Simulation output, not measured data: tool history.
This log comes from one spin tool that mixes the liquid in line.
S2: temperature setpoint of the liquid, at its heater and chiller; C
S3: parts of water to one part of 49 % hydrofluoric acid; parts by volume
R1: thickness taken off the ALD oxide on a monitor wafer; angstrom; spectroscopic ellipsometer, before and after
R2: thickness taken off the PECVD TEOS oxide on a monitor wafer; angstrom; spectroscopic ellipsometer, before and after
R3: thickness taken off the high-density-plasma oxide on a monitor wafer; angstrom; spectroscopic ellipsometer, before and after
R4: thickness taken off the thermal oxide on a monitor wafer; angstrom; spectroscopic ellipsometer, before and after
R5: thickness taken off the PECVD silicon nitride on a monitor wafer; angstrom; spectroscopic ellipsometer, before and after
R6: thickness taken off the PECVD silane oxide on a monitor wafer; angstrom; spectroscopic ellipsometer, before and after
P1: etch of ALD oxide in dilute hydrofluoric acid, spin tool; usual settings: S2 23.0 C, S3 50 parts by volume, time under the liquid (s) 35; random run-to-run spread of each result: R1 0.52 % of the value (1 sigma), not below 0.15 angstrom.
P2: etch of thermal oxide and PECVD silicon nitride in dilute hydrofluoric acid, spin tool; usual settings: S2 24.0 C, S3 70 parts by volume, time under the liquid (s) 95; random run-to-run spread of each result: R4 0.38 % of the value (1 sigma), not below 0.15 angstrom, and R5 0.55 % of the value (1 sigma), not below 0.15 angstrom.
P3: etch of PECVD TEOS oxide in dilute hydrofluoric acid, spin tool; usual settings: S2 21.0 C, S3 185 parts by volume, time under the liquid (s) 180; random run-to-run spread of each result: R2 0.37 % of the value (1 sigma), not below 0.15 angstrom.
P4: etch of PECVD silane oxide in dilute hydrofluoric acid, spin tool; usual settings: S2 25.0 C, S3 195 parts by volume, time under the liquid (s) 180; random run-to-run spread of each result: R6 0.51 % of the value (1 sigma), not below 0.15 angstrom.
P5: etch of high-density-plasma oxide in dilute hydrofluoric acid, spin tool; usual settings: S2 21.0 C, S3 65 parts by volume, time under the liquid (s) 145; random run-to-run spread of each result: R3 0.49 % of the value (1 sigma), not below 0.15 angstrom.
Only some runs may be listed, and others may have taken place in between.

run 1 hour=12.4 | process_that_ran=P1 S2=23.0 S3=50 time_under_the_liquid_(s)=35 | R1=116.000
run 2 hour=27.9 | process_that_ran=P1 S2=23.0 S3=50 time_under_the_liquid_(s)=35 | R1=116.230
run 3 hour=36.7 | process_that_ran=P3 S2=21.0 S3=75 time_under_the_liquid_(s)=180 | R2=611.80
run 4 hour=46.0 | process_that_ran=P3 S2=21.0 S3=185 time_under_the_liquid_(s)=180 | R2=220.99
run 5 hour=54.0 | process_that_ran=P1 S2=29.5 S3=50 time_under_the_liquid_(s)=35 | R1=150.240
run 6 hour=67.9 | process_that_ran=P1 S2=23.0 S3=85 time_under_the_liquid_(s)=35 | R1=65.393
run 7 hour=81.3 | process_that_ran=P5 S2=21.0 S3=95 time_under_the_liquid_(s)=145 | R3=104.58
run 8 hour=94.8 | process_that_ran=P5 S2=21.0 S3=65 time_under_the_liquid_(s)=145 | R3=156.57
run 9 hour=111.3 | process_that_ran=P1 S2=23.0 S3=50 time_under_the_liquid_(s)=35 | R1=115.330
run 10 hour=119.9 | process_that_ran=P1 S2=23.0 S3=30 time_under_the_liquid_(s)=55 | R1=313.760
run 11 hour=133.8 | process_that_ran=P5 S2=29.0 S3=65 time_under_the_liquid_(s)=145 | R3=216.85
run 12 hour=146.1 | process_that_ran=P2 S2=24.0 S3=25 time_under_the_liquid_(s)=95 | R4=206.360 R5=114.4500
run 13 hour=157.3 | process_that_ran=P1 S2=23.0 S3=50 time_under_the_liquid_(s)=35 | R1=116.110
run 14 hour=173.2 | process_that_ran=P1 S2=23.0 S3=50 time_under_the_liquid_(s)=65 | R1=214.950
run 15 hour=181.5 | process_that_ran=P1 S2=17.0 S3=20 time_under_the_liquid_(s)=35 | R1=234.030
-- hour=185.5 thermometer replaced
run 16 hour=197.7 | process_that_ran=P4 S2=25.0 S3=40 time_under_the_liquid_(s)=180 | R6=1865.800
run 17 hour=213.5 | process_that_ran=P3 S2=21.0 S3=185 time_under_the_liquid_(s)=335 | R2=409.28
run 18 hour=223.4 | process_that_ran=P2 S2=24.0 S3=70 time_under_the_liquid_(s)=95 | R4=68.370 R5=41.3280
run 19 hour=235.4 | process_that_ran=P1 S2=17.5 S3=50 time_under_the_liquid_(s)=35 | R1=92.497
run 20 hour=242.7 | process_that_ran=P3 S2=21.0 S3=185 time_under_the_liquid_(s)=180 | R2=220.46
run 21 hour=258.7 | process_that_ran=P4 S2=20.0 S3=195 time_under_the_liquid_(s)=180 | R6=262.660
run 22 hour=267.6 | process_that_ran=P1 S2=23.0 S3=25 time_under_the_liquid_(s)=35 | R1=239.320
run 23 hour=274.7 | process_that_ran=P4 S2=25.0 S3=195 time_under_the_liquid_(s)=180 | R6=315.630
run 24 hour=283.6 | process_that_ran=P3 S2=17.0 S3=185 time_under_the_liquid_(s)=180 | R2=188.74
run 25 hour=292.9 | process_that_ran=P5 S2=21.0 S3=65 time_under_the_liquid_(s)=270 | R3=294.61
run 26 hour=304.3 | process_that_ran=P4 S2=25.0 S3=195 time_under_the_liquid_(s)=15 | R6=26.034
run 27 hour=320.8 | process_that_ran=P1 S2=23.0 S3=50 time_under_the_liquid_(s)=35 | R1=115.920
run 28 hour=330.1 | process_that_ran=P1 S2=23.0 S3=50 time_under_the_liquid_(s)=35 | R1=115.270
run 29 hour=340.7 | process_that_ran=P5 S2=21.0 S3=65 time_under_the_liquid_(s)=145 | R3=156.62
run 30 hour=348.2 | process_that_ran=P2 S2=18.0 S3=70 time_under_the_liquid_(s)=95 | R4=53.384 R5=27.6170
run 31 hour=357.9 | process_that_ran=P2 S2=24.0 S3=70 time_under_the_liquid_(s)=15 | R4=11.055 R5=7.0437
run 32 hour=369.3 | process_that_ran=P1 S2=23.0 S3=50 time_under_the_liquid_(s)=15 | R1=50.029
run 33 hour=377.7 | process_that_ran=P1 S2=23.0 S3=50 time_under_the_liquid_(s)=35 | R1=115.760
run 34 hour=390.7 | process_that_ran=P1 S2=23.0 S3=50 time_under_the_liquid_(s)=35 | R1=112.250
run 35 hour=404.6 | process_that_ran=P1 S2=23.0 S3=50 time_under_the_liquid_(s)=35 | R1=110.160
run 36 hour=414.3 | process_that_ran=P1 S2=23.0 S3=50 time_under_the_liquid_(s)=35 | R1=109.890
run 37 hour=428.0 | process_that_ran=P1 S2=23.0 S3=50 time_under_the_liquid_(s)=35 | R1=109.230
run 38 hour=439.6 | process_that_ran=P1 S2=23.0 S3=50 time_under_the_liquid_(s)=35 | R1=110.330
run 39 hour=453.2 | process_that_ran=P1 S2=23.0 S3=50 time_under_the_liquid_(s)=35 | R1=108.950
run 40 hour=468.8 | process_that_ran=P1 S2=23.0 S3=50 time_under_the_liquid_(s)=35 | R1=109.810

P1 no longer gives what it gave before; its output has crept away from where it was. The following 2 causes, each at its listed size, fit the log equally well:
A: hydrofluoric acid flow below the setpoint (%) = 5.53
B: liquid colder than its thermometer reads (K) = 1.46
At approximately hour 377.7, the process output began to creep.

Consider the 4 check runs below, whose results appear as question marks and each of which averages 2 wafers. Which one distinguishes the causes, in that each cause would give it a clearly different result?
run check 1 hour=484.4 | process_that_ran=P2 S2=24.0 S3=30 time_under_the_liquid_(s)=30 | R4=? R5=?
run check 2 hour=484.4 | process_that_ran=P3 S2=17.5 S3=130 time_under_the_liquid_(s)=180 | R2=?
run check 3 hour=484.4 | process_that_ran=P4 S2=25.0 S3=70 time_under_the_liquid_(s)=25 | R6=?
run check 4 hour=484.4 | process_that_ran=P5 S2=28.5 S3=90 time_under_the_liquid_(s)=145 | R3=?

What each check would give under each cause:
check=check_1 result=R4 if_A=50.421 if_B=50.318
check=check_1 result=R5 if_A=28.6490 if_B=27.3930
check=check_2 result=R2 if_A=270.33 if_B=271.37
check=check_3 result=R6 if_A=133.790 if_B=134.230
check=check_4 result=R3 if_A=139.21 if_B=140.31
Distance between the nearest two causes, measured in the result of the check that separates them most: check 1 4.48 %; check 2 0.39 %; check 3 0.33 %; check 4 0.78 %
Only check 1 tells the causes apart: in the others they would give nearly the same result.

Then check 1 was run and gave: R4 50.376 angstrom; R5 28.5710 angstrom. Which cause is it?

It was cause A: hydrofluoric acid flow below the setpoint (%).
